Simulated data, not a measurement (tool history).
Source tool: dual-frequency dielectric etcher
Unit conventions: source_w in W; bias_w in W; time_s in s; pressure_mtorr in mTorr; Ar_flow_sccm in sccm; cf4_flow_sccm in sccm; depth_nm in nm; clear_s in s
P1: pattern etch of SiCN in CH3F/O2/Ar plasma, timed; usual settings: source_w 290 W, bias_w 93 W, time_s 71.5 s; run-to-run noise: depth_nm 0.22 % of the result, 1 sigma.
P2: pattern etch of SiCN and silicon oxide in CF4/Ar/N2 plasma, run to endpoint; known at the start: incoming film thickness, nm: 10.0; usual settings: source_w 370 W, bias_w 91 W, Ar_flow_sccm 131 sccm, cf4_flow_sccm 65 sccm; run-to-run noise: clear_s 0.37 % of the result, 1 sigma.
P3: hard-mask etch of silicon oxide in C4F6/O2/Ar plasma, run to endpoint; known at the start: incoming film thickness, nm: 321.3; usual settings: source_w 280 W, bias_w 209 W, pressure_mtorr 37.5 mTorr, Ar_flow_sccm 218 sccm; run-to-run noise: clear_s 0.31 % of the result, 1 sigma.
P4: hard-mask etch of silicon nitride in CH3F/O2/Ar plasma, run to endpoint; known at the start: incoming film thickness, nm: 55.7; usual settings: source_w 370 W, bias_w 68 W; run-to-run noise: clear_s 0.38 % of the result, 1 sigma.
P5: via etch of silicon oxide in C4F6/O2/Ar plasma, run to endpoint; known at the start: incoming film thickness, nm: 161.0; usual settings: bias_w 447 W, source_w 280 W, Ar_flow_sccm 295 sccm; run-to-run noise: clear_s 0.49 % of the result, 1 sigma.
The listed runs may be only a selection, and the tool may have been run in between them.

run	hour	process	source_w	bias_w	time_s	pressure_mtorr	Ar_flow_sccm	cf4_flow_sccm	hours since the last wet clean	hours since the last source power generator calibration	hours since the last bias power generator calibration	depth_nm	clear_s
1	14	P1	290	93	71.5				313.8	1465.7	726.4	25.099	
2	24.2	P1	290	93	71.5				324	1475.9	736.6	25.17	
3	39.1	P1	290	118	71.5				338.9	1490.8	751.5	27.694	
4	50.5	P3	280	209		45.5	218		350.3	1502.2	762.9		113.68
5	62.4	P3	280	209		37.5	218		362.2	1514.1	774.8		111.76
6	69.7	P3	280	268		37.5	218		369.5	1521.4	782.1		102.6
7	79.5	P1	290	93	71.5				379.3	1531.2	791.9	25.289	
8	93.5	P4	370	68					393.3	1545.2	805.9		85.627
9	101.7	P3	280	209		37.5	218		401.5	1553.4	814.1		111.38
10	118.2	P4	370	46					418	1569.9	830.6		97.71
11	127.7	P1	290	93	100.5				427.5	1579.4	840.1	35.486	
12	138.5	P1	290	68	71.5				438.3	1590.2	850.9	22.553	
13	147.7	P2	370	91			131	65	447.5	1599.4	860.1		13.352
14	157.1	P2	370	91			179	65	456.9	1608.8	869.5		14.107
15	166.3	P1	380	72	71.5				466.1	1618	878.7	25.353	
16	179.1	P1	290	93	71.5				478.9	1630.8	891.5	25.187	
17	187.6	P1	190	93	71.5				487.4	1639.3	900	21.654	
18	203.6	P1	290	93	71.5				503.4	1655.3	916	25.21	
19	217.6	P1	290	93	55				517.4	1669.3	930	19.441	
20	227.6	P1	400	93	71.5				527.4	1679.3	940	28.44	
21	242.7	P3	340	209		37.5	218		542.5	1694.4	955.1		103.18
22	256.4	P5	280	447			295		556.2	1708.1	968.8		41.064
# hour 257.4: wet clean of the chamber
23	272.3	P5	200	447			295		14.9	1724	984.7		47.024
24	286.8	P2	370	128			131	65	29.4	1738.5	999.2		11.745
25	300.3	P2	510	91			131	65	42.9	1752	1012.7		10.159
26	316.3	P5	280	534			295		58.9	1768	1028.7		38.429
27	326.7	P1	290	128	94				69.3	1778.4	1039.1	37.642	
28	338	P5	280	447			173		80.6	1789.7	1050.4		38.93
29	347.8	P3	280	209		37.5	148		90.4	1799.5	1060.2		106.17
30	362.5	P2	370	91			131	41	105.1	1814.2	1074.9		14.403
31	378.4	P1	230	68	71.5				121	1830.1	1090.8	20.62	
32	391.2	P1	290	93	71.5				133.8	1842.9	1103.6	25.187	
33	402.2	P4	230	68					144.8	1853.9	1114.6		103.22
34	417.9	P2	370	91			131	65	160.5	1869.6	1130.3		13.359
35	425.8	P1	290	93	71.5				168.4	1877.5	1138.2	25.293	
36	440.2	P1	290	93	71.5				182.8	1891.9	1152.6	25.394	
37	454.9	P1	290	93	71.5				197.5	1906.6	1167.3	25.548	

What does the tool deliver on the next run?
# hour 462: wet clean of the chamber
38	464.9	P1	290	93	71.5				3	1916.6	1177.3	?	

{"run 38": {"depth_nm": 25.595}}

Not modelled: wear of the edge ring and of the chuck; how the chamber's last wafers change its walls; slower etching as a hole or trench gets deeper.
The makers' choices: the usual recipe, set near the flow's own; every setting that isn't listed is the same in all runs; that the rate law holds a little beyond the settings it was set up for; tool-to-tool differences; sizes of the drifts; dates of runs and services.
